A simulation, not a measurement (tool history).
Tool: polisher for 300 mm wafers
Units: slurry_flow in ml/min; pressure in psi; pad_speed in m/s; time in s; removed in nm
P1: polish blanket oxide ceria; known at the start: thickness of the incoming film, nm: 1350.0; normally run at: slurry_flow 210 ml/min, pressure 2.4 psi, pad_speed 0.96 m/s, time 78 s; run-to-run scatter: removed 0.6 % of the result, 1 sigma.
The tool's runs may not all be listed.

{"run": 1, "hour": 3.3, "slurry_flow": 210, "pressure": 2.4, "pad_speed": 0.96, "time": 78, "removed": 252.21}
{"run": 2, "hour": 8.7, "slurry_flow": 210, "pressure": 2.4, "pad_speed": 0.48, "time": 78, "removed": 126.93}
{"run": 3, "hour": 13.1, "slurry_flow": 210, "pressure": 1.1, "pad_speed": 0.96, "time": 78, "removed": 115.66}
{"run": 4, "hour": 20.2, "slurry_flow": 210, "pressure": 3.1, "pad_speed": 0.96, "time": 39, "removed": 162.62}
{"run": 5, "hour": 26.0, "slurry_flow": 210, "pressure": 2.4, "pad_speed": 0.96, "time": 78, "removed": 252.86}
{"run": 6, "hour": 30.7, "slurry_flow": 280, "pressure": 2.4, "pad_speed": 0.96, "time": 78, "removed": 260.44}
{"run": 7, "hour": 34.2, "slurry_flow": 210, "pressure": 2.4, "pad_speed": 0.96, "time": 78, "removed": 251.66}
{"run": 8, "hour": 39.3, "slurry_flow": 210, "pressure": 1.5, "pad_speed": 0.96, "time": 45, "removed": 91.44}
{"run": 9, "hour": 43.7, "slurry_flow": 210, "pressure": 2.4, "pad_speed": 0.96, "time": 58, "removed": 189.3}
{"run": 10, "hour": 48.7, "slurry_flow": 210, "pressure": 3, "pad_speed": 0.96, "time": 78, "removed": 315.43}
{"run": 11, "hour": 53.1, "slurry_flow": 125, "pressure": 2.4, "pad_speed": 0.96, "time": 78, "removed": 234.25}
{"run": 12, "hour": 58.5, "slurry_flow": 210, "pressure": 2.4, "pad_speed": 0.96, "time": 78, "removed": 251.16}
{"run": 13, "hour": 63.6, "slurry_flow": 210, "pressure": 2.4, "pad_speed": 1.46, "time": 78, "removed": 380.47}
{"run": 14, "hour": 68.3, "slurry_flow": 210, "pressure": 2.4, "pad_speed": 0.96, "time": 116, "removed": 376.72}
{"run": 15, "hour": 73.7, "slurry_flow": 210, "pressure": 2.4, "pad_speed": 0.96, "time": 78, "removed": 253.89}
{"run": 16, "hour": 79.9, "slurry_flow": 210, "pressure": 2.4, "pad_speed": 0.96, "time": 78, "removed": 243.85}
{"run": 17, "hour": 84.8, "slurry_flow": 210, "pressure": 2.4, "pad_speed": 0.96, "time": 78, "removed": 241.4}
{"run": 18, "hour": 91.6, "slurry_flow": 210, "pressure": 2.4, "pad_speed": 0.96, "time": 78, "removed": 240.56}
{"run": 19, "hour": 98.1, "slurry_flow": 210, "pressure": 2.4, "pad_speed": 0.96, "time": 78, "removed": 235.81}
{"hour": 103.5, "done": "worn pad replaced by a new one"}
{"run": 20, "hour": 103.6, "slurry_flow": 210, "pressure": 2.4, "pad_speed": 0.96, "time": 78, "removed": 234.14}
{"run": 21, "hour": 110.6, "slurry_flow": 210, "pressure": 2.4, "pad_speed": 0.96, "time": 78, "removed": 231.05}

The next listed run, before its measurement:
{"run": 22, "hour": 117.7, "slurry_flow": 210, "pressure": 2.4, "pad_speed": 0.96, "time": 78, "removed": "?"}

removed: 232.72 nm
